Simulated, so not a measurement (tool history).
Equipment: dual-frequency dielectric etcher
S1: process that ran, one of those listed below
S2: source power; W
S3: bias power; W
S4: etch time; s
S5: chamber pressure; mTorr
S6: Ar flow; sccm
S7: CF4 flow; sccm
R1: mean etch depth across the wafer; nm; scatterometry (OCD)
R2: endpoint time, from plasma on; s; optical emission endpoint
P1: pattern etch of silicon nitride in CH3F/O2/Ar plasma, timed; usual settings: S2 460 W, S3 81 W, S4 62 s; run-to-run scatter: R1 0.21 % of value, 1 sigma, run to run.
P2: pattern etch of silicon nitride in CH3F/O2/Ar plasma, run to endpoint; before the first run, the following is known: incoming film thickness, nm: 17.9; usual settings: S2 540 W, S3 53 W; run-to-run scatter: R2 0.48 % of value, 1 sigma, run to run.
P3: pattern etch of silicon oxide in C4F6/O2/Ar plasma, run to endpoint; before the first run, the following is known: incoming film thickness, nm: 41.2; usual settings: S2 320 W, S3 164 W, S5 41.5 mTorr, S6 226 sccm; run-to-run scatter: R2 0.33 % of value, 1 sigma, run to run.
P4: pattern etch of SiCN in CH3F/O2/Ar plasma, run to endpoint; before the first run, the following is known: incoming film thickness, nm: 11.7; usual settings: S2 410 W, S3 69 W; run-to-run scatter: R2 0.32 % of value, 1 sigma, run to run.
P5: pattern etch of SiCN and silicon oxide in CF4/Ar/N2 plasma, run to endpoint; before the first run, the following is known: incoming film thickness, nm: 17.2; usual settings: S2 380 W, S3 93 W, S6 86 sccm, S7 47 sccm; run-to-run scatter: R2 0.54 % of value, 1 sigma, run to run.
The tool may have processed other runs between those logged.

run     day  S1   S2   S3    S4    S5   S6  S7      R1      R2
  1   0.612  P1  460   81    62                 47.199
  2   1.004  P2  540   38                               26.832
  3   1.612  P3  320  164        41.5  276              14.969
  4   2.033  P2  310   53                               30.217
      2.433  -- bias power generator calibrated
  5   2.612  P5  380   93               63  47           21.82
  6   2.971  P1  600   62    62                 47.611
  7     3.4  P1  460   81    62                 47.139
  8   3.758  P3  430  164        41.5  226              13.112
  9   4.375  P5  380   93               86  30          24.307
 10     4.8  P1  460  106  89.5                 74.932
 11   5.425  P4  410   56                               33.828
 12   5.779  P3  320  164        28.5  226              14.104
 13   6.129  P4  410   69                               31.428
 14     6.5  P3  320  164        41.5  226              14.819
 15   7.025  P1  460   50    62                 40.027
 16   7.362  P3  320  218        41.5  226              13.538
 17   7.867  P1  460   81    48                 36.648
 18   8.254  P1  460   81    62                 47.034
 19   8.567  P1  280   81    62                 39.147
 20   8.854  P5  380   93               86  47          22.523
 21   9.162  P3  320  164        41.5  226              14.761
 22   9.754  P1  460  104    62                 51.528
 23  10.329  P1  590   81    62                 51.743
 24  10.629  P4  520   69                               28.726
 25  10.983  P2  540   53                               24.406
 26  11.521  P5  380  124               86  47          20.427
 27  11.958  P1  460   81  80.5                 61.169
 28  12.479  P5  540   93               86  47          16.884
 29  12.775  P1  460   81    62                 47.207

Expected results for the next run?
 30  13.275  P1  460  81  62               ?

{"run 30": {"R1": 47.213}}
